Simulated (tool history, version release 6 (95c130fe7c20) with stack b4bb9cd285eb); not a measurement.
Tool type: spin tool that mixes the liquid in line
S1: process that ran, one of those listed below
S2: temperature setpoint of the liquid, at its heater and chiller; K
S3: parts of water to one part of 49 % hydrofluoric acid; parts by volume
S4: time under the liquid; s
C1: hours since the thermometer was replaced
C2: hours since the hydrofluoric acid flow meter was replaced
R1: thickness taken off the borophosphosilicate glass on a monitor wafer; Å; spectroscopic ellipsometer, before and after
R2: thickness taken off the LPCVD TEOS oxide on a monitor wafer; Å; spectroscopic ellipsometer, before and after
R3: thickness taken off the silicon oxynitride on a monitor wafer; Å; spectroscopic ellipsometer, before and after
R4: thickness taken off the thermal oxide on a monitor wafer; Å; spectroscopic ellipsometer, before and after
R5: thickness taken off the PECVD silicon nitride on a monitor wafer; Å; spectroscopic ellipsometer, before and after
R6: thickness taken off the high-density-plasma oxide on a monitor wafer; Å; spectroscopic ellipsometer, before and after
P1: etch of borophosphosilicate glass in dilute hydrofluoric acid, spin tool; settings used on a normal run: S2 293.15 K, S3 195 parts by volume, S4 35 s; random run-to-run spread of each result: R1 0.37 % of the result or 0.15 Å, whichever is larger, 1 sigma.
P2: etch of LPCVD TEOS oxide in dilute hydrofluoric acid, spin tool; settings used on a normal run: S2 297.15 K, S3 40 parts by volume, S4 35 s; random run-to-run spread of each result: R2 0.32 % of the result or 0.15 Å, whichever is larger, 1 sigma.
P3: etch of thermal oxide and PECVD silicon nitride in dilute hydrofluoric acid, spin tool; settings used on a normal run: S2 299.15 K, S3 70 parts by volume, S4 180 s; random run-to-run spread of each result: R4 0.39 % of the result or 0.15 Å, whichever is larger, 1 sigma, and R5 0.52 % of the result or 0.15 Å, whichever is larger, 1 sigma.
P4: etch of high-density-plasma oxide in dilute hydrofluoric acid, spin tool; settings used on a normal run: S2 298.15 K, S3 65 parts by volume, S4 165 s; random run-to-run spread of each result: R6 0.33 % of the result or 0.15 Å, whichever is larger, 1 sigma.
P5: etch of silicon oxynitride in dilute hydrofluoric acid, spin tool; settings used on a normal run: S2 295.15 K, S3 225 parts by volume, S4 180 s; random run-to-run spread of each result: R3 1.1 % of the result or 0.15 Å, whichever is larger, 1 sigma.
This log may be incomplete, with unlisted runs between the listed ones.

run 1 hour=5 | S1=P1 S2=293.15 S3=195 S4=35 | C1=105.3 C2=155.7 | R1=59.581
run 2 hour=10.4 | S1=P1 S2=293.15 S3=350 S4=35 | C1=110.7 C2=161.1 | R1=28.727
run 3 hour=17 | S1=P2 S2=297.15 S3=40 S4=15 | C1=117.3 C2=167.7 | R2=65.868
run 4 hour=23.9 | S1=P1 S2=290.15 S3=195 S4=35 | C1=124.2 C2=174.6 | R1=53.131
run 5 hour=31.2 | S1=P1 S2=293.15 S3=195 S4=15 | C1=131.5 C2=181.9 | R1=25.785
run 6 hour=36.6 | S1=P1 S2=300.65 S3=195 S4=15 | C1=136.9 C2=187.3 | R1=34.107
run 7 hour=42.7 | S1=P5 S2=295.15 S3=315 S4=180 | C1=143 C2=193.4 | R3=14.078
run 8 hour=51.2 | S1=P5 S2=302.15 S3=225 S4=180 | C1=151.5 C2=201.9 | R3=28.395
run 9 hour=55.9 | S1=P1 S2=293.15 S3=195 S4=35 | C1=156.2 C2=206.6 | R1=59.668
run 10 hour=60.2 | S1=P3 S2=293.15 S3=70 S4=180 | C1=160.5 C2=210.9 | R4=106.36 R5=84.033
run 11 hour=67.1 | S1=P1 S2=293.15 S3=195 S4=65 | C1=167.4 C2=217.8 | R1=111.3
run 12 hour=71.4 | S1=P4 S2=298.15 S3=110 S4=165 | C1=171.7 C2=222.1 | R6=97.023
run 13 hour=79.5 | S1=P4 S2=298.15 S3=65 S4=45 | C1=179.8 C2=230.2 | R6=47.699
run 14 hour=83.9 | S1=P3 S2=299.15 S3=125 S4=180 | C1=184.2 C2=234.6 | R4=70.573 R5=69.723
run 15 hour=91.9 | S1=P5 S2=295.15 S3=225 S4=300 | C1=192.2 C2=242.6 | R3=35.496
run 16 hour=97.8 | S1=P1 S2=293.15 S3=195 S4=35 | C1=198.1 C2=248.5 | R1=60.426
run 17 hour=101.8 | S1=P5 S2=295.15 S3=225 S4=180 | C1=202.1 C2=252.5 | R3=20.924
run 18 hour=109.2 | S1=P3 S2=299.15 S3=70 S4=275 | C1=209.5 C2=259.9 | R4=206.93 R5=190.39
run 19 hour=116 | S1=P1 S2=290.15 S3=195 S4=50 | C1=216.3 C2=266.7 | R1=75.503
run 20 hour=124.9 | S1=P1 S2=293.15 S3=195 S4=35 | C1=225.2 C2=275.6 | R1=60.196
run 21 hour=129.9 | S1=P3 S2=299.15 S3=70 S4=180 | C1=230.2 C2=280.6 | R4=135.55 R5=124.86
run 22 hour=136.5 | S1=P1 S2=293.15 S3=195 S4=35 | C1=236.8 C2=287.2 | R1=60.284
run 23 hour=143.1 | S1=P1 S2=296.65 S3=195 S4=35 | C1=243.4 C2=293.8 | R1=68.635
run 24 hour=151.7 | S1=P2 S2=297.15 S3=40 S4=35 | C1=252 C2=302.4 | R2=154.78
run 25 hour=158.6 | S1=P4 S2=306.15 S3=65 S4=165 | C1=258.9 C2=309.3 | R6=239.76
run 26 hour=165.9 | S1=P4 S2=298.15 S3=65 S4=165 | C1=266.2 C2=316.6 | R6=175.12
run 27 hour=174.5 | S1=P2 S2=297.15 S3=55 S4=35 | C1=274.8 C2=325.2 | R2=110.05
run 28 hour=181.8 | S1=P2 S2=304.65 S3=40 S4=35 | C1=282.1 C2=332.5 | R2=209.61
run 29 hour=188.6 | S1=P1 S2=293.15 S3=60 S4=35 | C1=288.9 C2=339.3 | R1=224.91
run 30 hour=195.7 | S1=P1 S2=293.15 S3=195 S4=35 | C1=296 C2=346.4 | R1=60.332
run 31 hour=204.5 | S1=P1 S2=293.15 S3=195 S4=35 | C1=304.8 C2=355.2 | R1=59.939
run 32 hour=209.7 | S1=P1 S2=293.15 S3=195 S4=35 | C1=310 C2=360.4 | R1=58.604
run 33 hour=218.3 | S1=P1 S2=293.15 S3=195 S4=35 | C1=318.6 C2=369 | R1=58.131
run 34 hour=224.9 | S1=P1 S2=293.15 S3=195 S4=35 | C1=325.2 C2=375.6 | R1=57.626
run 35 hour=233.3 | S1=P1 S2=293.15 S3=195 S4=35 | C1=333.6 C2=384 | R1=57.138
run 36 hour=239.5 | S1=P1 S2=293.15 S3=195 S4=35 | C1=339.8 C2=390.2 | R1=56.808
run 37 hour=245.9 | S1=P1 S2=293.15 S3=195 S4=35 | C1=346.2 C2=396.6 | R1=56.788
run 38 hour=252.1 | S1=P1 S2=293.15 S3=195 S4=35 | C1=352.4 C2=402.8 | R1=56.848
run 39 hour=256.6 | S1=P1 S2=293.15 S3=195 S4=35 | C1=356.9 C2=407.3 | R1=56.817
run 40 hour=263.5 | S1=P1 S2=293.15 S3=195 S4=35 | C1=363.8 C2=414.2 | R1=56.449
run 41 hour=271.4 | S1=P1 S2=293.15 S3=195 S4=35 | C1=371.7 C2=422.1 | R1=56.481

P1 has crept away from where it was. The log is fitted equally well by each of these 2 causes, at the sizes shown:
A: liquid colder than its thermometer reads (K) = 1.52
B: hydrofluoric acid flow below the setpoint (%) = 4.82
Onset of the creep was near hour 204.5.

Of the 4 check runs listed below, each run on one wafer and each result written as a question mark, which would let you distinguish the listed causes because they would give clearly different results?
run check 1 hour=279.3 | S1=P4 S2=298.15 S3=100 S4=165 | R6=?
run check 2 hour=279.3 | S1=P5 S2=301.15 S3=225 S4=180 | R3=?
run check 3 hour=279.3 | S1=P2 S2=303.15 S3=40 S4=35 | R2=?
run check 4 hour=279.3 | S1=P3 S2=294.65 S3=125 S4=180 | R4=? R5=?

Outcome of each check run for each possible cause:
check=check_1 result=R6 if_A=102.63 if_B=103.08
check=check_2 result=R3 if_A=25.637 if_B=25.788
check=check_3 result=R2 if_A=185.5 if_B=186.98
check=check_4 result=R4 if_A=55.636 if_B=55.892
check=check_4 result=R5 if_A=47.341 if_B=49.94
Smallest distance between any two causes, each pair judged by its most separating result, in per cent: check 1 0.44 %; check 2 0.59 %; check 3 0.79 %; check 4 5.34 %
Check 4 distinguishes between the causes, while the remaining checks would return nearly the same result for all of them.

Check 4 was carried out, with these results: R4 55.873 Å; R5 47.365 Å. Which of the listed causes is responsible?

The cause is A: liquid colder than its thermometer reads (K).
